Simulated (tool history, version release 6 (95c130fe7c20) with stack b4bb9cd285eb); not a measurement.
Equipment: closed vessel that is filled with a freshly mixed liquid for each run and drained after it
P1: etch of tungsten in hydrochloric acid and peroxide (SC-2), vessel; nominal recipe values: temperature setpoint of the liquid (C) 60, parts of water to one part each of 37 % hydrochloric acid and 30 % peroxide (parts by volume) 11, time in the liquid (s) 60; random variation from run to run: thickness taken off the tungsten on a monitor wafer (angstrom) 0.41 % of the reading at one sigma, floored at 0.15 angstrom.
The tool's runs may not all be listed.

run	day	temperature setpoint of the liquid (C)	parts of water to one part each of 37 % hydrochloric acid and 30 % peroxide (parts by volume)	time in the liquid (s)	thickness taken off the tungsten on a monitor wafer (angstrom)
1	0.200	60	11	60	403.35
2	0.429	60	20	60	236.35
3	0.862	47	16	60	124.37
4	1.071	60	4	60	871.76
5	1.283	60	11	60	398.51
6	1.625	60	11	95	632.49
7	1.988	60	11	30	200.21
8	2.208	60	11	60	402.09
9	2.579	44	11	60	141.23
10	2.771	69	11	60	696.77
11	3.029	60	11	60	399.50

Predict the results of run 12:
12	3.467	60	11	60	?

Run 12 measured thickness taken off the tungsten on a monitor wafer (angstrom) 404.43.
